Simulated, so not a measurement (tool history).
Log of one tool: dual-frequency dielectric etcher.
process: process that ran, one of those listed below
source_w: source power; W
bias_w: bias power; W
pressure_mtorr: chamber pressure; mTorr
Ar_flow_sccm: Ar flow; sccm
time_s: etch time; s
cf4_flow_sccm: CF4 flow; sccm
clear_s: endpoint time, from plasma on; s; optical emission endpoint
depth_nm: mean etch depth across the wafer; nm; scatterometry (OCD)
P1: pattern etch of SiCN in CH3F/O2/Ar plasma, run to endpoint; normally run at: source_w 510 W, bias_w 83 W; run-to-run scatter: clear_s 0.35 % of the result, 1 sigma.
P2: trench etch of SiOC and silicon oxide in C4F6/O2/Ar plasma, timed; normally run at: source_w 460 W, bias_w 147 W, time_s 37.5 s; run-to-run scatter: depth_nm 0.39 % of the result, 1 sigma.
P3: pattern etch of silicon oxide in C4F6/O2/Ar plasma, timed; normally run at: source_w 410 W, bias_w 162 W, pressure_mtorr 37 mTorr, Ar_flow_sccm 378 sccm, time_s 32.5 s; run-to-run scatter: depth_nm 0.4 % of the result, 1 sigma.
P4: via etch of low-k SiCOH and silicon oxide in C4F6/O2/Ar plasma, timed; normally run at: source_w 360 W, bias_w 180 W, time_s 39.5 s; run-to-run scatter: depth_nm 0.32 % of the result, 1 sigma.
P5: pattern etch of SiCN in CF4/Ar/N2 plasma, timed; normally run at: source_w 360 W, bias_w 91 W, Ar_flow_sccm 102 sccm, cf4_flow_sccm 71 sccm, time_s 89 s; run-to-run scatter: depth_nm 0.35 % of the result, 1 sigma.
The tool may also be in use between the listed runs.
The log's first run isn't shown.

{"run": 2, "hour": 29.6, "process": "P3", "source_w": 410, "bias_w": 162, "pressure_mtorr": 52, "Ar_flow_sccm": 378, "time_s": 32.5, "depth_nm": 91.432}
{"run": 3, "hour": 38.7, "process": "P2", "source_w": 460, "bias_w": 192, "time_s": 37.5, "depth_nm": 85.161}
{"run": 4, "hour": 50.0, "process": "P4", "source_w": 360, "bias_w": 180, "time_s": 39.5, "depth_nm": 100.75}
{"run": 5, "hour": 64.9, "process": "P1", "source_w": 390, "bias_w": 68, "clear_s": 26.147}
{"run": 6, "hour": 83.0, "process": "P3", "source_w": 260, "bias_w": 162, "pressure_mtorr": 37, "Ar_flow_sccm": 378, "time_s": 32.5, "depth_nm": 79.66}
{"run": 7, "hour": 101.9, "process": "P1", "source_w": 320, "bias_w": 61, "clear_s": 29.215}
{"run": 8, "hour": 114.6, "process": "P4", "source_w": 360, "bias_w": 218, "time_s": 39.5, "depth_nm": 107.4}
{"run": 9, "hour": 130.8, "process": "P4", "source_w": 250, "bias_w": 180, "time_s": 39.5, "depth_nm": 87.523}
{"run": 10, "hour": 146.2, "process": "P5", "source_w": 360, "bias_w": 91, "Ar_flow_sccm": 135, "time_s": 89, "cf4_flow_sccm": 71, "depth_nm": 64.675}
{"run": 11, "hour": 158.0, "process": "P5", "source_w": 360, "bias_w": 91, "Ar_flow_sccm": 102, "time_s": 89, "cf4_flow_sccm": 71, "depth_nm": 66.923}
{"run": 12, "hour": 171.1, "process": "P2", "source_w": 460, "bias_w": 147, "time_s": 37.5, "depth_nm": 78.337}
{"run": 13, "hour": 180.5, "process": "P4", "source_w": 360, "bias_w": 180, "time_s": 21.5, "depth_nm": 54.751}
{"run": 14, "hour": 192.6, "process": "P2", "source_w": 460, "bias_w": 147, "time_s": 53.5, "depth_nm": 112.14}
{"run": 15, "hour": 211.7, "process": "P1", "source_w": 510, "bias_w": 83, "clear_s": 22.059}
{"run": 16, "hour": 228.5, "process": "P5", "source_w": 440, "bias_w": 91, "Ar_flow_sccm": 102, "time_s": 89, "cf4_flow_sccm": 71, "depth_nm": 79.749}
{"run": 17, "hour": 243.2, "process": "P1", "source_w": 510, "bias_w": 83, "clear_s": 21.99}
{"run": 18, "hour": 255.8, "process": "P1", "source_w": 510, "bias_w": 83, "clear_s": 21.863}
{"run": 19, "hour": 264.4, "process": "P3", "source_w": 410, "bias_w": 162, "pressure_mtorr": 37, "Ar_flow_sccm": 452, "time_s": 32.5, "depth_nm": 93.162}
{"run": 20, "hour": 281.9, "process": "P2", "source_w": 460, "bias_w": 147, "time_s": 37.5, "depth_nm": 79.135}
{"run": 21, "hour": 297.8, "process": "P1", "source_w": 350, "bias_w": 67, "clear_s": 27.261}
{"run": 22, "hour": 313.0, "process": "P3", "source_w": 410, "bias_w": 162, "pressure_mtorr": 37, "Ar_flow_sccm": 378, "time_s": 32.5, "depth_nm": 95.029}
{"run": 23, "hour": 329.3, "process": "P1", "source_w": 510, "bias_w": 99, "clear_s": 20.718}
{"run": 24, "hour": 343.7, "process": "P3", "source_w": 410, "bias_w": 162, "pressure_mtorr": 37, "Ar_flow_sccm": 378, "time_s": 18, "depth_nm": 53.182}
{"run": 25, "hour": 359.4, "process": "P5", "source_w": 360, "bias_w": 128, "Ar_flow_sccm": 102, "time_s": 89, "cf4_flow_sccm": 71, "depth_nm": 76.62}

The next listed run, before its measurement:
{"run": 26, "hour": 370.3, "process": "P1", "source_w": 390, "bias_w": 83, "clear_s": "?"}

Run 26 gave clear_s 24.284 s.

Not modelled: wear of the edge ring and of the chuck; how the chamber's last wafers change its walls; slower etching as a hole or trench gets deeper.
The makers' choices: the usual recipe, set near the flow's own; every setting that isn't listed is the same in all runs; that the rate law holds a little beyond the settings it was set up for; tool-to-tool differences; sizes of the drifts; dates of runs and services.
